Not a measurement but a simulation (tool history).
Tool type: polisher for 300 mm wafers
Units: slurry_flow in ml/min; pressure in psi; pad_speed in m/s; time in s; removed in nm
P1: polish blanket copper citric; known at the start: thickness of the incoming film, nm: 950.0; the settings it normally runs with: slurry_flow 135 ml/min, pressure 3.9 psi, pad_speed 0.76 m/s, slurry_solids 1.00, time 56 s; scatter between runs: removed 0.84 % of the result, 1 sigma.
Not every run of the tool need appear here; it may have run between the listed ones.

| run | day | slurry_flow | pressure | pad_speed | slurry_solids | time | wafers polished on this pad | hours since the slurry nozzle was cleaned | hours since the head pressure was calibrated | hours since the slurry blender was calibrated | removed |
|---|---|---|---|---|---|---|---|---|---|---|---|
| 1 | 0.354 | 135 | 3.9 | 0.76 | 1.00 | 56 | 282 | 157.8 | 758.3 | 207.9 | 102.700 |
| 2 | 1.008 | 135 | 1.8 | 0.76 | 1.00 | 56 | 491 | 173.5 | 774.0 | 223.6 | 49.258 |
| 3 | 1.296 | 135 | 5.6 | 1.14 | 1.00 | 56 | 582 | 180.4 | 780.9 | 230.5 | 221.040 |
| 4 | 1.754 | 135 | 3.9 | 0.76 | 1.00 | 56 | 728 | 191.4 | 791.9 | 241.5 | 103.800 |
|  | 1.821 | slurry blender recalibrated |
| 5 | 2.308 | 135 | 3.9 | 0.76 | 1.00 | 56 | 904 | 204.7 | 805.2 | 11.7 | 102.630 |
|  | 2.483 | head pressure recalibrated |
| 6 | 2.771 | 135 | 3.9 | 0.76 | 1.00 | 37 | 1052 | 215.8 | 6.9 | 22.8 | 68.218 |
| 7 | 3.396 | 135 | 3.9 | 0.76 | 1.00 | 56 | 1251 | 230.8 | 21.9 | 37.8 | 103.390 |
| 8 | 3.838 | 135 | 3.9 | 0.76 | 1.00 | 56 | 1391 | 241.4 | 32.5 | 48.4 | 103.520 |
| 9 | 4.183 | 135 | 3.9 | 1.00 | 1.00 | 56 | 1501 | 249.7 | 40.8 | 56.7 | 136.850 |
| 10 | 4.704 | 135 | 3.9 | 0.76 | 1.00 | 83 | 1667 | 262.2 | 53.3 | 69.2 | 154.640 |
| 11 | 5.346 | 80 | 3.9 | 0.76 | 1.00 | 56 | 1871 | 277.6 | 68.7 | 84.6 | 91.343 |
| 12 | 5.938 | 135 | 5.5 | 0.76 | 1.00 | 56 | 2060 | 291.8 | 82.9 | 98.8 | 145.850 |
| 13 | 6.558 | 135 | 3.9 | 0.76 | 1.40 | 56 | 2257 | 306.7 | 97.8 | 113.7 | 110.940 |
| 14 | 6.875 | 180 | 3.9 | 0.76 | 1.00 | 56 | 2358 | 314.3 | 105.4 | 121.3 | 107.010 |
| 15 | 7.504 | 135 | 3.9 | 0.44 | 1.00 | 56 | 2558 | 329.4 | 120.5 | 136.4 | 60.703 |
| 16 | 8.100 | 135 | 3.9 | 0.76 | 0.75 | 56 | 2748 | 343.7 | 134.8 | 150.7 | 99.139 |
| 17 | 8.429 | 135 | 3.9 | 0.76 | 1.00 | 56 | 2853 | 351.6 | 142.7 | 158.6 | 103.940 |
| 18 | 8.762 | 135 | 3.9 | 0.76 | 1.00 | 56 | 2959 | 359.6 | 150.7 | 166.6 | 101.580 |
| 19 | 9.142 | 135 | 3.9 | 0.76 | 1.00 | 56 | 3080 | 368.7 | 159.8 | 175.7 | 96.923 |

For run 20, what comes out?
| 20 | 9.604 | 135 | 3.9 | 0.76 | 1.00 | 56 | 3227 | 379.8 | 170.9 | 186.8 | ? |

{"run 20": {"removed": 96.047}}

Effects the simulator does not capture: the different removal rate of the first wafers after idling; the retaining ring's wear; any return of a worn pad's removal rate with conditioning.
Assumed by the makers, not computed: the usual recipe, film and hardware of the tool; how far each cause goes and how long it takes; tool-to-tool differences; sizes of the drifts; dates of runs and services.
